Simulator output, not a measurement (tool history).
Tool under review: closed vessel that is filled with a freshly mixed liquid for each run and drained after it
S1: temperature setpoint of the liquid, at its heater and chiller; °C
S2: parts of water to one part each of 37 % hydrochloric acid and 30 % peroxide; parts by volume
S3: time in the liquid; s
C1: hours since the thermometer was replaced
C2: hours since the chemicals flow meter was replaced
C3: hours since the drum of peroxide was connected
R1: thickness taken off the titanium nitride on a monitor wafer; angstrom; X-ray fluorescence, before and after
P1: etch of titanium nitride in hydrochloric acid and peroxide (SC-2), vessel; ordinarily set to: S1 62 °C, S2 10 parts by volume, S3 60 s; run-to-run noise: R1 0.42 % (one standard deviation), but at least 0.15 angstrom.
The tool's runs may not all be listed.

{"run": 1, "hour": 16.7, "S1": 62, "S2": 10, "S3": 60, "C1": 305.8, "C2": 1736.1, "C3": 100.5, "R1": 52.505}
{"run": 2, "hour": 27.5, "S1": 72, "S2": 10, "S3": 60, "C1": 316.6, "C2": 1746.9, "C3": 111.3, "R1": 96.107}
{"run": 3, "hour": 43.2, "S1": 62, "S2": 4, "S3": 60, "C1": 332.3, "C2": 1762.6, "C3": 127.0, "R1": 105.55}
{"run": 4, "hour": 59.7, "S1": 62, "S2": 10, "S3": 60, "C1": 348.8, "C2": 1779.1, "C3": 143.5, "R1": 52.911}
{"run": 5, "hour": 71.6, "S1": 49, "S2": 10, "S3": 60, "C1": 360.7, "C2": 1791.0, "C3": 155.4, "R1": 22.625}
{"run": 6, "hour": 83.5, "S1": 62, "S2": 10, "S3": 60, "C1": 372.6, "C2": 1802.9, "C3": 167.3, "R1": 53.148}
{"run": 7, "hour": 100.8, "S1": 62, "S2": 10, "S3": 30, "C1": 389.9, "C2": 1820.2, "C3": 184.6, "R1": 26.105}
{"run": 8, "hour": 118.0, "S1": 62, "S2": 18, "S3": 60, "C1": 407.1, "C2": 1837.4, "C3": 201.8, "R1": 31.534}
{"run": 9, "hour": 128.8, "S1": 62, "S2": 10, "S3": 60, "C1": 417.9, "C2": 1848.2, "C3": 212.6, "R1": 52.672}
{"run": 10, "hour": 138.8, "S1": 62, "S2": 10, "S3": 60, "C1": 427.9, "C2": 1858.2, "C3": 222.6, "R1": 52.622}
{"run": 11, "hour": 148.4, "S1": 54, "S2": 10, "S3": 30, "C1": 437.5, "C2": 1867.8, "C3": 232.2, "R1": 15.947}
{"run": 12, "hour": 159.3, "S1": 62, "S2": 10, "S3": 60, "C1": 448.4, "C2": 1878.7, "C3": 243.1, "R1": 52.605}
{"run": 13, "hour": 176.9, "S1": 62, "S2": 10, "S3": 105, "C1": 466.0, "C2": 1896.3, "C3": 260.7, "R1": 91.992}
{"run": 14, "hour": 193.9, "S1": 62, "S2": 10, "S3": 60, "C1": 483.0, "C2": 1913.3, "C3": 277.7, "R1": 52.43}
{"run": 15, "hour": 207.5, "S1": 62, "S2": 10, "S3": 60, "C1": 496.6, "C2": 1926.9, "C3": 291.3, "R1": 50.521}
{"run": 16, "hour": 221.1, "S1": 62, "S2": 10, "S3": 60, "C1": 510.2, "C2": 1940.5, "C3": 304.9, "R1": 49.104}
{"hour": 231.0, "done": "new drum of peroxide connected"}
{"run": 17, "hour": 233.7, "S1": 62, "S2": 10, "S3": 60, "C1": 522.8, "C2": 1953.1, "C3": 2.8, "R1": 48.905}
{"run": 18, "hour": 249.9, "S1": 62, "S2": 10, "S3": 60, "C1": 539.0, "C2": 1969.3, "C3": 19.0, "R1": 48.187}
{"run": 19, "hour": 261.3, "S1": 62, "S2": 10, "S3": 60, "C1": 550.4, "C2": 1980.7, "C3": 30.4, "R1": 47.558}
{"run": 20, "hour": 269.7, "S1": 62, "S2": 10, "S3": 60, "C1": 558.8, "C2": 1989.1, "C3": 38.8, "R1": 47.691}
{"run": 21, "hour": 283.0, "S1": 62, "S2": 10, "S3": 60, "C1": 572.1, "C2": 2002.4, "C3": 52.1, "R1": 48.015}

P1 no longer gives what it gave before; its output has crept away from where it was. The following 2 causes, each at its listed size, fit the log equally well:
A: chemicals flow below the setpoint (%) = 10.8
B: liquid colder than its thermometer reads (K) = 1.55
Creep in the process output first set in at about hour 193.9.
Other possible causes, and why each is ruled out:
peroxide weaker than its label (%): serviced at hour 231.0, after the change had begun; the process did not return to its earlier output

Which of the 4 check runs listed below, each an average over 3 wafers with its results shown as question marks, gives clearly different results under the different listed causes?
{"run": "check 1", "hour": 296.3, "S1": 62, "S2": 13.5, "S3": 30, "R1": "?"}
{"run": "check 2", "hour": 296.3, "S1": 53, "S2": 4.0, "S3": 60, "R1": "?"}
{"run": "check 3", "hour": 296.3, "S1": 62, "S2": 17.5, "S3": 95, "R1": "?"}
{"run": "check 4", "hour": 296.3, "S1": 62, "S2": 18.0, "S3": 60, "R1": "?"}

Predicted outcomes, by check and by cause:
check=check_1 result=R1 if_A=18.452 if_B=18.522
check=check_2 result=R1 if_A=54.972 if_B=53.649
check=check_3 result=R1 if_A=46.312 if_B=46.620
check=check_4 result=R1 if_A=28.511 if_B=28.708
Minimum pairwise separation of causes per check, each pair taken at its best-separating result: check 1 0.38 %; check 2 2.44 %; check 3 0.66 %; check 4 0.69 %
The causes can be told apart only by check 2. The other checks would give nearly the same results under each of them.

Then check 2 was run and gave: R1 53.446 angstrom. Which cause is it?

Of the candidate causes, it is B: liquid colder than its thermometer reads (K).
